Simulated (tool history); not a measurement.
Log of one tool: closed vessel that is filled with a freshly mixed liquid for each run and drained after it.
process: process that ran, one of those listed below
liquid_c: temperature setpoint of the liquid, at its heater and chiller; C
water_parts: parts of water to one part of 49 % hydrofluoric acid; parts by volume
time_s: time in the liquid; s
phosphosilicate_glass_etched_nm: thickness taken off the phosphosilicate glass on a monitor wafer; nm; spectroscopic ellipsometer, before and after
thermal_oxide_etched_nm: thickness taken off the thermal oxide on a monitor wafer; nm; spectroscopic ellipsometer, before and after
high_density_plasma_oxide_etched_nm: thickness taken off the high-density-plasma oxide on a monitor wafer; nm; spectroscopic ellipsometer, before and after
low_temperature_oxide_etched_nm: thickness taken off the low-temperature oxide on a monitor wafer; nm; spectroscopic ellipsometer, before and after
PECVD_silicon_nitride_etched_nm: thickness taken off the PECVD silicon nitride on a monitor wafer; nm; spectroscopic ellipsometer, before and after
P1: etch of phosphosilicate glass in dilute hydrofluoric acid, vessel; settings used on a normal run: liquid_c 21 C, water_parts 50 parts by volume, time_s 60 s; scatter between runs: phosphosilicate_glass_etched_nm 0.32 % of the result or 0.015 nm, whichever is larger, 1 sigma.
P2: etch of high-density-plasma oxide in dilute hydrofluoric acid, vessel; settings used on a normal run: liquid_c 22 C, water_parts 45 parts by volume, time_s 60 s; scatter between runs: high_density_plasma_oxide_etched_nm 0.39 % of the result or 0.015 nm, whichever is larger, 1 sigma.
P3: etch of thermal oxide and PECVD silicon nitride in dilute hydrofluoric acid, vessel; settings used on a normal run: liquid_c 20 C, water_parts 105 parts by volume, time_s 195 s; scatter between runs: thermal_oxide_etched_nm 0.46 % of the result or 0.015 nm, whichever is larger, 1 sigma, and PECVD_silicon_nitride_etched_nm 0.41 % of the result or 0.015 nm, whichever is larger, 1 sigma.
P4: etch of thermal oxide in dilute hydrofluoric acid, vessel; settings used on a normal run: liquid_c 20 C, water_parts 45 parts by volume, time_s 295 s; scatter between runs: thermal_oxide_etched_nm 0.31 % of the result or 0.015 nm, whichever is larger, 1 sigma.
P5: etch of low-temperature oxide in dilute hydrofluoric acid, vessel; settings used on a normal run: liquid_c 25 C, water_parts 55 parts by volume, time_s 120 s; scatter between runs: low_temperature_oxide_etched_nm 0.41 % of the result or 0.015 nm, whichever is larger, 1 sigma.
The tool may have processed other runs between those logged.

run,day,process,liquid_c,water_parts,time_s,phosphosilicate_glass_etched_nm,thermal_oxide_etched_nm,high_density_plasma_oxide_etched_nm,low_temperature_oxide_etched_nm,PECVD_silicon_nitride_etched_nm
1,0.179,P1,21,50,60,151.75,,,,
2,0.325,P4,20,45,295,,26.275,,,
3,0.504,P2,22,45,60,,,6.8041,,
4,0.675,P5,25,55,120,,,,33.675,
5,0.875,P3,28.5,105,195,,10.536,,,14.59
6,1.071,P1,21,50,60,151.63,,,,
7,1.229,P3,20,105,195,,7.4769,,,8.3046
# day 1.367: hydrofluoric acid flow meter replaced
8,1.4,P1,21,50,60,151.84,,,,
9,1.579,P1,17.5,50,115,250.66,,,,
10,1.783,P1,26,50,60,185.81,,,,
11,1.975,P3,20,105,195,,7.4557,,,8.2937
12,2.138,P5,25,55,120,,,,33.395,
13,2.3,P1,21,50,60,151.75,,,,
14,2.396,P5,25,55,235,,,,66.15,
15,2.5,P4,20,60,295,,19.434,,,
16,2.65,P3,20,30,195,,28.843,,,28.015
17,2.762,P1,21,20,90,591.07,,,,
18,2.917,P2,17,45,60,,,5.4426,,
19,3.025,P1,21,50,30,75.517,,,,
20,3.175,P4,20,45,455,,40.747,,,
21,3.296,P5,21,55,120,,,,28.391,
22,3.467,P1,21,50,60,152.26,,,,
23,3.621,P1,21,50,110,276.48,,,,
24,3.762,P1,21,20,60,392.94,,,,
25,3.929,P5,25,90,120,,,,19.469,
26,4.062,P1,21,80,60,91.709,,,,
27,4.258,P2,22,75,60,,,3.8916,,
28,4.392,P4,20,45,295,,26.191,,,
29,4.571,P1,21,50,60,150.83,,,,
30,4.721,P3,20,105,55,,2.1131,,,2.3129
31,4.883,P1,17,50,60,127.63,,,,
32,4.971,P2,22,45,30,,,3.4252,,
33,5.133,P4,17,45,295,,23.266,,,
34,5.279,P1,21,50,60,151.69,,,,
35,5.421,P1,21,50,60,148.39,,,,
36,5.533,P1,21,50,60,147.12,,,,
37,5.675,P1,21,50,60,146.05,,,,
38,5.867,P1,21,50,60,145,,,,
39,6.05,P1,21,50,60,144.12,,,,

Estimate the outcome of run 40 from the log above:
40,6.225,P1,21,50,60,?,,,,

{"run 40": {"phosphosilicate_glass_etched_nm": 143.1}}
